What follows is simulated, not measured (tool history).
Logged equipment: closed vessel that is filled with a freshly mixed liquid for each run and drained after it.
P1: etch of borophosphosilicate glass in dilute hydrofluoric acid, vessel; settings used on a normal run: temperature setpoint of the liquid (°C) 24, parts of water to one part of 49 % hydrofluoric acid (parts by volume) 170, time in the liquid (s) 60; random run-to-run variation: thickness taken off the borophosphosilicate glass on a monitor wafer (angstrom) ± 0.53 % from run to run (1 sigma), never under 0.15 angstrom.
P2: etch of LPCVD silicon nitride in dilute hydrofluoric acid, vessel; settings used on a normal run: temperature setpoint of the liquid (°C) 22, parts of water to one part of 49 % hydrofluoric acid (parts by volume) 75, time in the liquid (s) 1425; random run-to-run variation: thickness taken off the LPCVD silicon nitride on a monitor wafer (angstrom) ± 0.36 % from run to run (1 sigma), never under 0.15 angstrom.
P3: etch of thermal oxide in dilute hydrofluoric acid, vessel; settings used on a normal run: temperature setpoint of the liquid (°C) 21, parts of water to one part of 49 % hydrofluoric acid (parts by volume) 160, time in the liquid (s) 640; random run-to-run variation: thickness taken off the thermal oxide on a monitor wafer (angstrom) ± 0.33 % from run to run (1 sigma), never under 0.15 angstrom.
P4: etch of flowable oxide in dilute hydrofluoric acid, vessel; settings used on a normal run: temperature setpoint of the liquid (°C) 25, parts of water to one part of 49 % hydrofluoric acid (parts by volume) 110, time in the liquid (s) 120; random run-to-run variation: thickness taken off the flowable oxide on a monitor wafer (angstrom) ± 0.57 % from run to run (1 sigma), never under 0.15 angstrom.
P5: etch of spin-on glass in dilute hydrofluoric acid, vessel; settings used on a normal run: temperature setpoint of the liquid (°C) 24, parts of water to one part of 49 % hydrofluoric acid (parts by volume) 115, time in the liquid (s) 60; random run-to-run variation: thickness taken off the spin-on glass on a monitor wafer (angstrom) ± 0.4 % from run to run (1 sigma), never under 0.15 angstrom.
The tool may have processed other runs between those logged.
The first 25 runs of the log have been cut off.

run	hour	process that ran	temperature setpoint of the liquid (°C)	parts of water to one part of 49 % hydrofluoric acid (parts by volume)	time in the liquid (s)	hours since the thermometer was replaced	hours since the hydrofluoric acid flow meter was replaced	thickness taken off the borophosphosilicate glass on a monitor wafer (angstrom)	thickness taken off the LPCVD silicon nitride on a monitor wafer (angstrom)	thickness taken off the flowable oxide on a monitor wafer (angstrom)	thickness taken off the thermal oxide on a monitor wafer (angstrom)	thickness taken off the spin-on glass on a monitor wafer (angstrom)
26	135.1	P2	22	75	1425	62.5	550.1		80.129			
27	142.9	P4	25	110	30	70.3	557.9			110.88		
28	150.3	P3	21	30	640	77.7	565.3				924.94	
29	154.1	P5	24	115	30	81.5	569.1					83.89
30	158	P4	25	110	120	85.4	573			449.39		
31	165.7	P3	21	160	640	93.1	580.7				149.28	
32	172.3	P5	30	115	60	99.7	587.3					212.9
33	178.4	P1	24	170	60	105.8	593.4	144.96				
34	182.5	P1	24	170	60	109.9	597.5	147.38				
35	188.9	P1	24	170	60	116.3	603.9	151.69				
36	194.1	P1	24	170	60	121.5	609.1	153.01				

Run 37 has not been measured yet. What should we expect?
37	198.3	P1	24	170	60	125.7	613.3	?				

thickness taken off the borophosphosilicate glass on a monitor wafer (angstrom): 155.02
